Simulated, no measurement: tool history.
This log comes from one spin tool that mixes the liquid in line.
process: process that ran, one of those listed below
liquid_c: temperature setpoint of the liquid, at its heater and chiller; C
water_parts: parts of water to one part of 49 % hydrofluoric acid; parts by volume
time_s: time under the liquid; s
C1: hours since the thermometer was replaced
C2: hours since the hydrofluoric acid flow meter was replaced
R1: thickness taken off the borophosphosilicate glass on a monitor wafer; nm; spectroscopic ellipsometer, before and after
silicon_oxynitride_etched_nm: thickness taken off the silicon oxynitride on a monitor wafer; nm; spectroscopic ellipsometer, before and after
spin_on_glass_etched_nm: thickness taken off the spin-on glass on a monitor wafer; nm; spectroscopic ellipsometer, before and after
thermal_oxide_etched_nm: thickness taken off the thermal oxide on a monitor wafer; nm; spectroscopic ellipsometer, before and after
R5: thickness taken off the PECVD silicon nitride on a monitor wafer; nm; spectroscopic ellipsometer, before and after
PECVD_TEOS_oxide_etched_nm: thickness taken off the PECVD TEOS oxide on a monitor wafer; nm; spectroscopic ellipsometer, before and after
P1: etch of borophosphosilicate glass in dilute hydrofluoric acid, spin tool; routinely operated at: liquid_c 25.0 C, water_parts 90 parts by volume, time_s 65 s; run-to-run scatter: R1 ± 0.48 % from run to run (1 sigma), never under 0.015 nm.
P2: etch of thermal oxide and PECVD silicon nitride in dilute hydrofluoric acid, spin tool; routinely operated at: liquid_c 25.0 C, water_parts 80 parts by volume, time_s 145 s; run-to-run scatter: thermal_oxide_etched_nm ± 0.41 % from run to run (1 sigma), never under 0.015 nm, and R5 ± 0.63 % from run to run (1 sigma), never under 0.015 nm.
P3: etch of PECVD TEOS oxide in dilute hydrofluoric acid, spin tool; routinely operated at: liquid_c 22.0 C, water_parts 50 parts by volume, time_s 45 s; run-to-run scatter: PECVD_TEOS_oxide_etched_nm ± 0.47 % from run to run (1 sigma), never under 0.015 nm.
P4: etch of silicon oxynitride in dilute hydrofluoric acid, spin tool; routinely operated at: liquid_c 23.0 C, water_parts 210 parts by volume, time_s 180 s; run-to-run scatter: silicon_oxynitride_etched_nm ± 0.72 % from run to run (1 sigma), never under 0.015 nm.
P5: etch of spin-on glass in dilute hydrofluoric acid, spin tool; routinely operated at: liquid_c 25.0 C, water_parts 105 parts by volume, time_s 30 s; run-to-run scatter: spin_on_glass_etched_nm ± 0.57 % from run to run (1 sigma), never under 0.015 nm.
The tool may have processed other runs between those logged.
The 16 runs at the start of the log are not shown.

Run 17, hour 217.2: process P1, liquid_c 25.0 C, water_parts 90 parts by volume, time_s 15 s; C1 2202.5; C2 630.5. Result: R1 10.274 nm.
Run 18, hour 236.5: process P1, liquid_c 32.5 C, water_parts 90 parts by volume, time_s 65 s; C1 2221.8; C2 649.8. Result: R1 58.660 nm.
Run 19, hour 253.7: process P1, liquid_c 32.0 C, water_parts 155 parts by volume, time_s 65 s; C1 2239.0; C2 667.0. Result: R1 30.537 nm.
Run 20, hour 266.3: process P2, liquid_c 17.5 C, water_parts 80 parts by volume, time_s 145 s; C1 2251.6; C2 679.6. Result: thermal_oxide_etched_nm 6.5851 nm, R5 2.2893 nm.
Run 21, hour 275.0: process P5, liquid_c 19.0 C, water_parts 105 parts by volume, time_s 30 s; C1 2260.3; C2 688.3. Result: spin_on_glass_etched_nm 7.1093 nm.
Run 22, hour 291.2: process P4, liquid_c 23.0 C, water_parts 210 parts by volume, time_s 15 s; C1 2276.5; C2 704.5. Result: silicon_oxynitride_etched_nm 0.32159 nm.
Run 23, hour 300.3: process P5, liquid_c 25.0 C, water_parts 40 parts by volume, time_s 30 s; C1 2285.6; C2 713.6. Result: spin_on_glass_etched_nm 26.1020 nm.
Run 24, hour 311.0: process P1, liquid_c 17.5 C, water_parts 90 parts by volume, time_s 65 s; C1 2296.3; C2 724.3. Result: R1 32.346 nm.
Run 25, hour 326.8: process P5, liquid_c 25.0 C, water_parts 105 parts by volume, time_s 30 s; C1 2312.1; C2 740.1. Result: spin_on_glass_etched_nm 9.0796 nm.
Run 26, hour 339.0: process P3, liquid_c 22.0 C, water_parts 50 parts by volume, time_s 45 s; C1 2324.3; C2 752.3. Result: PECVD_TEOS_oxide_etched_nm 7.4650 nm.
Run 27, hour 350.3: process P1, liquid_c 25.0 C, water_parts 90 parts by volume, time_s 65 s; C1 2335.6; C2 763.6. Result: R1 44.377 nm.
Run 28, hour 367.5: process P1, liquid_c 25.0 C, water_parts 40 parts by volume, time_s 65 s; C1 2352.8; C2 780.8. Result: R1 105.500 nm.
Run 29, hour 376.2: process P2, liquid_c 25.0 C, water_parts 80 parts by volume, time_s 145 s; C1 2361.5; C2 789.5. Result: thermal_oxide_etched_nm 8.9958 nm, R5 3.8190 nm.
Run 30, hour 392.9: process P3, liquid_c 22.0 C, water_parts 50 parts by volume, time_s 15 s; C1 2378.2; C2 806.2. Result: PECVD_TEOS_oxide_etched_nm 2.5297 nm.
Run 31, hour 411.9: process P3, liquid_c 22.0 C, water_parts 90 parts by volume, time_s 45 s; C1 2397.2; C2 825.2. Result: PECVD_TEOS_oxide_etched_nm 3.9783 nm.
Run 32, hour 425.8: process P1, liquid_c 25.0 C, water_parts 90 parts by volume, time_s 65 s; C1 2411.1; C2 839.1. Result: R1 43.691 nm.
Run 33, hour 437.7: process P1, liquid_c 25.0 C, water_parts 90 parts by volume, time_s 65 s; C1 2423.0; C2 851.0. Result: R1 45.146 nm.
Run 34, hour 446.7: process P1, liquid_c 25.0 C, water_parts 90 parts by volume, time_s 65 s; C1 2432.0; C2 860.0. Result: R1 46.097 nm.
Run 35, hour 459.5: process P1, liquid_c 25.0 C, water_parts 90 parts by volume, time_s 65 s; C1 2444.8; C2 872.8. Result: R1 46.430 nm.

For run 36, what comes out?
Run 36, hour 470.0: process P1, liquid_c 25.0 C, water_parts 90 parts by volume, time_s 65 s; C1 2455.3; C2 883.3. Result: R1 ?.

R1: 47.031 nm
